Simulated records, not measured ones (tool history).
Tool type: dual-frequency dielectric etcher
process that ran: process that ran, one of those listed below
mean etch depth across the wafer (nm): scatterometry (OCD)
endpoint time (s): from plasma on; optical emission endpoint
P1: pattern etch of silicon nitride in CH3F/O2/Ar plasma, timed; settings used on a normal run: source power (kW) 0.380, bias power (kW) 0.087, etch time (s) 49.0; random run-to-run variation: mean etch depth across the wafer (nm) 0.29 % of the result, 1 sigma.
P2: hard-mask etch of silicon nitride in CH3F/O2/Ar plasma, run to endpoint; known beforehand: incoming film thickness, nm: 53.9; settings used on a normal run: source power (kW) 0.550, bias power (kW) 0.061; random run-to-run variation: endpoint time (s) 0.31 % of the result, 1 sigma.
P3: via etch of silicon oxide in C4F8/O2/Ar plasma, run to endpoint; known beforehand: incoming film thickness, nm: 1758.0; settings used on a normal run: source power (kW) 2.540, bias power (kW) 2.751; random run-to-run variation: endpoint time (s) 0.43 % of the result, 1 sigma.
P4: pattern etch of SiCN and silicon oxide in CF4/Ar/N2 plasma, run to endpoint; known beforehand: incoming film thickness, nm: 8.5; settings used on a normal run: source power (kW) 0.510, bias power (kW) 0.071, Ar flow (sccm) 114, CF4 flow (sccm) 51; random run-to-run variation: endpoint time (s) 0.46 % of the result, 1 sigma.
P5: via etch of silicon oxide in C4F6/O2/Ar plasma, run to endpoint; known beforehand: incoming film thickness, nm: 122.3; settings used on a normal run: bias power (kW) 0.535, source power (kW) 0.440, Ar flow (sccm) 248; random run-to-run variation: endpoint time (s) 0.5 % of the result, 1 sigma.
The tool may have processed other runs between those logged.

run   hour  process that ran  source power (kW)  bias power (kW)  etch time (s)  Ar flow (sccm)  CF4 flow (sccm)  hours since the last wet clean  hours since the last source power generator calibration  hours since the last bias power generator calibration  mean etch depth across the wafer (nm)  endpoint time (s)
  1    4.4                P1              0.380            0.087           49.0                                                            193.4                                                   1351.0                                                 1836.6                                 35.395
  2   10.8                P1              0.380            0.087           49.0                                                            199.8                                                   1357.4                                                 1843.0                                 35.209
  3   14.5                P2              0.550            0.061                                                                           203.5                                                   1361.1                                                 1846.7                                                   71.2420
  4   18.2                P4              0.510            0.071                            114               71                           207.2                                                   1364.8                                                 1850.4                                                    8.9156
  5   21.9                P2              0.550            0.061                                                                           210.9                                                   1368.5                                                 1854.1                                                   70.8250
  6   29.5                P3              2.540            3.776                                                                           218.5                                                   1376.1                                                 1861.7                                                  264.0300
  7   33.7                P4              0.510            0.071                            114               51                           222.7                                                   1380.3                                                 1865.9                                                    9.3912
  8   37.5                P3              3.490            2.751                                                                           226.5                                                   1384.1                                                 1869.7                                                  259.5700
  9   42.7                P1              0.510            0.087           49.0                                                            231.7                                                   1389.3                                                 1874.9                                 39.420
 10   48.8                P2              0.390            0.061                                                                           237.8                                                   1395.4                                                 1881.0                                                   80.9790
 11   54.3                P5              0.360            0.535                            248                                            243.3                                                   1400.9                                                 1886.5                                                   26.9650
 12   61.6                P3              2.540            2.751                                                                           250.6                                                   1408.2                                                 1893.8                                                  292.8400
 13   66.3                P1              0.380            0.061           49.0                                                            255.3                                                   1412.9                                                 1898.5                                 31.340
 14   72.6                P1              0.380            0.087           33.5                                                            261.6                                                   1419.2                                                 1904.8                                 24.336
 15   77.8                P2              0.550            0.039                                                                           266.8                                                   1424.4                                                 1910.0                                                   81.1660
 16   84.5                P1              0.480            0.062           49.0                                                            273.5                                                   1431.1                                                 1916.7                                 34.548
 17   92.0                P5              0.440            0.310                            248                                            281.0                                                   1438.6                                                 1924.2                                                   30.5740
 18   97.9                P1              0.380            0.111           49.0                                                            286.9                                                   1444.5                                                 1930.1                                 38.773
 19  103.9                P1              0.270            0.087           49.0                                                            292.9                                                   1450.5                                                 1936.1                                 31.045
 20  111.5                P1              0.380            0.087           49.0                                                            300.5                                                   1458.1                                                 1943.7                                 35.303
 21  119.0                P1              0.380            0.087           49.0                                                            308.0                                                   1465.6                                                 1951.2                                 35.402
 22  123.2                P5              0.440            0.535                            248                                            312.2                                                   1469.8                                                 1955.4                                                   25.0820
 23  129.1                P5              0.440            0.535                            248                                            318.1                                                   1475.7                                                 1961.3                                                   25.0740
 24  135.1                P4              0.400            0.071                            114               51                           324.1                                                   1481.7                                                 1967.3                                                   11.5640
 25  139.6                P4              0.510            0.071                             90               51                           328.6                                                   1486.2                                                 1971.8                                                    8.9762
 26  146.8                P4              0.510            0.041                            114               51                           335.8                                                   1493.4                                                 1979.0                                                   11.2580
 27  153.4                P1              0.380            0.087           60.0                                                            342.4                                                   1500.0                                                 1985.6                                 43.299
 28  158.7                P5              0.440            0.535                            346                                            347.7                                                   1505.3                                                 1990.9                                                   26.3600
 29  166.0                P1              0.380            0.087           49.0                                                            355.0                                                   1512.6                                                 1998.2                                 35.498
 30  170.3                P1              0.380            0.087           49.0                                                            359.3                                                   1516.9                                                 2002.5                                 35.351
 31  177.8                P1              0.380            0.087           49.0                                                            366.8                                                   1524.4                                                 2010.0                                 35.647
 32  183.9                P1              0.380            0.087           49.0                                                            372.9                                                   1530.5                                                 2016.1                                 35.690
 33  190.8                P1              0.380            0.087           49.0                                                            379.8                                                   1537.4                                                 2023.0                                 35.811
     191.4  -- wet clean of the chamber
 34  195.3                P1              0.380            0.087           49.0                                                              4.0                                                   1541.9                                                 2027.5                                 35.827
 35  200.5                P1              0.380            0.087           49.0                                                              9.2                                                   1547.1                                                 2032.7                                 35.942
 36  206.2                P1              0.380            0.087           49.0                                                             14.9                                                   1552.8                                                 2038.4                                 35.913

P1 has crept away from where it was. The log is fitted equally well by each of these 2 causes, at the sizes shown:
A: bias power that arrives over what is set, % = 4.18
B: source power that arrives over what is set, % = 4.01
The onset of the drift is placed at about hour 166.0.
Excluded causes, each with its reason:
chamber walls in a state that raises the etch rate, %: serviced at hour 191.4, which brought nothing back

Of the 4 check runs below, each run on 2 wafers with the results averaged and each result still a question mark, which one would tell the listed causes apart?
check 1  211.9                P4              0.510            0.043                            114               71                                                                                                                                                                                                         ?
check 2  211.9                P2              0.550            0.042                                                                                                                                                                                                                                                         ?
check 3  211.9                P5              0.440            0.376                            331                                                                                                                                                                                                                          ?
check 4  211.9                P3              3.260            3.263                                                                                                                                                                                                                                                         ?

What every check run would give for each of its results, assuming each possible cause in turn:
  check             result      if A      if B
check 1  endpoint time (s)   10.2930   10.0600
check 2  endpoint time (s)   78.7060   78.4060
check 3  endpoint time (s)   29.1320   29.1290
check 4  endpoint time (s)  249.0600  248.3500
Per-check spread between the two closest causes, in the result where they differ most: check 1 2.29 %; check 2 0.38 %; check 3 0.01 %; check 4 0.29 %
Of the check runs offered, only check 1 discriminates between the causes; the rest would read about the same regardless of which cause applies.

Check 1 was then run and gave: endpoint time (s) 10.0530. Which cause is it?

The correct cause is B, namely: source power that arrives over what is set, %.
